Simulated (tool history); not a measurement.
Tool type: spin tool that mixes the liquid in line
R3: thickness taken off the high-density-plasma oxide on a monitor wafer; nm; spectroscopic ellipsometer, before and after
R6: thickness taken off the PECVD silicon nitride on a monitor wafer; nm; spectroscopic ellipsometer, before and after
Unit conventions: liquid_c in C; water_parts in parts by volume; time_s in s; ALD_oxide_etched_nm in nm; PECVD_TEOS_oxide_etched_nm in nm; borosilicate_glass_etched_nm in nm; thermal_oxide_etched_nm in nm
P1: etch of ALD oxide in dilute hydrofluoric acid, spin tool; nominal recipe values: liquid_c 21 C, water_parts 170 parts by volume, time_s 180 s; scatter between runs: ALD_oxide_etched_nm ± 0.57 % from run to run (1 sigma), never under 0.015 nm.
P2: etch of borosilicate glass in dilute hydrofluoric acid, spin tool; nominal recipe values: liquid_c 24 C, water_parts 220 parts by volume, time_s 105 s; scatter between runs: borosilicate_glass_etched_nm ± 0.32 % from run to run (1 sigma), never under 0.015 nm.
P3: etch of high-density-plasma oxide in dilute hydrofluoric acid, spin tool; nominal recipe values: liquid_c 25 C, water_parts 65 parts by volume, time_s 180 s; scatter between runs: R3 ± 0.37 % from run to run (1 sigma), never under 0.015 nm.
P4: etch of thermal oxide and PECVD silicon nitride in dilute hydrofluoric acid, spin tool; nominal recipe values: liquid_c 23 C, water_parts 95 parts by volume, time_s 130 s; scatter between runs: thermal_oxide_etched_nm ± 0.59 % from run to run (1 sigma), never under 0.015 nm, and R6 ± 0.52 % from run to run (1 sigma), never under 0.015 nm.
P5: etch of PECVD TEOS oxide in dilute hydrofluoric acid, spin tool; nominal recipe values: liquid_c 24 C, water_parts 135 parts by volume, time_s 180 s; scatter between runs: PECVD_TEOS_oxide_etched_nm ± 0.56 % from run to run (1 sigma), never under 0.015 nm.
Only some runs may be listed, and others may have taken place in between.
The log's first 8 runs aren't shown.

Run 9, day 4.212: process P5, liquid_c 24 C, water_parts 135 parts by volume, time_s 180 s. Result: PECVD_TEOS_oxide_etched_nm 16.526 nm.
Run 10, day 4.842: process P4, liquid_c 17 C, water_parts 95 parts by volume, time_s 130 s. Result: thermal_oxide_etched_nm 4.837 nm, R6 3.6534 nm.
Run 11, day 5.242: process P1, liquid_c 21 C, water_parts 170 parts by volume, time_s 15 s. Result: ALD_oxide_etched_nm 1.0024 nm.
Run 12, day 5.704: process P5, liquid_c 24 C, water_parts 45 parts by volume, time_s 180 s. Result: PECVD_TEOS_oxide_etched_nm 55.505 nm.
Run 13, day 6.067: process P3, liquid_c 25 C, water_parts 65 parts by volume, time_s 95 s. Result: R3 7.8032 nm.
Run 14, day 6.392: process P5, liquid_c 28 C, water_parts 135 parts by volume, time_s 180 s. Result: PECVD_TEOS_oxide_etched_nm 19.261 nm.
Run 15, day 6.908: process P3, liquid_c 25 C, water_parts 20 parts by volume, time_s 180 s. Result: R3 50.961 nm.
Run 16, day 7.508: process P4, liquid_c 23 C, water_parts 95 parts by volume, time_s 130 s. Result: thermal_oxide_etched_nm 6.2586 nm, R6 5.5124 nm.
Run 17, day 8.033: process P3, liquid_c 31.5 C, water_parts 65 parts by volume, time_s 180 s. Result: R3 19.019 nm.
At day 8.275: thermometer replaced.
Run 18, day 8.333: process P1, liquid_c 28 C, water_parts 170 parts by volume, time_s 180 s. Result: ALD_oxide_etched_nm 15.646 nm.
Run 19, day 8.621: process P2, liquid_c 18.5 C, water_parts 220 parts by volume, time_s 105 s. Result: borosilicate_glass_etched_nm 18.997 nm.
Run 20, day 9.083: process P1, liquid_c 21 C, water_parts 105 parts by volume, time_s 50 s. Result: ALD_oxide_etched_nm 5.8612 nm.
Run 21, day 9.717: process P2, liquid_c 24 C, water_parts 220 parts by volume, time_s 105 s. Result: borosilicate_glass_etched_nm 23.245 nm.
Run 22, day 10.133: process P4, liquid_c 23 C, water_parts 95 parts by volume, time_s 260 s. Result: thermal_oxide_etched_nm 12.533 nm, R6 11.017 nm.
Run 23, day 10.729: process P1, liquid_c 21 C, water_parts 80 parts by volume, time_s 180 s. Result: ALD_oxide_etched_nm 28.243 nm.
Run 24, day 11.058: process P2, liquid_c 24 C, water_parts 115 parts by volume, time_s 105 s. Result: borosilicate_glass_etched_nm 50.143 nm.
Run 25, day 11.596: process P4, liquid_c 23 C, water_parts 165 parts by volume, time_s 130 s. Result: thermal_oxide_etched_nm 3.3357 nm, R6 3.2246 nm.
Run 26, day 11.929: process P1, liquid_c 21 C, water_parts 170 parts by volume, time_s 180 s. Result: ALD_oxide_etched_nm 12.134 nm.
Run 27, day 12.492: process P1, liquid_c 21 C, water_parts 170 parts by volume, time_s 180 s. Result: ALD_oxide_etched_nm 11.904 nm.

The next listed run, before its measurement:
Run 28, day 12.879: process P1, liquid_c 17 C, water_parts 170 parts by volume, time_s 180 s. Result: ALD_oxide_etched_nm ?.

Logged for run 28: ALD_oxide_etched_nm 10.339 nm.
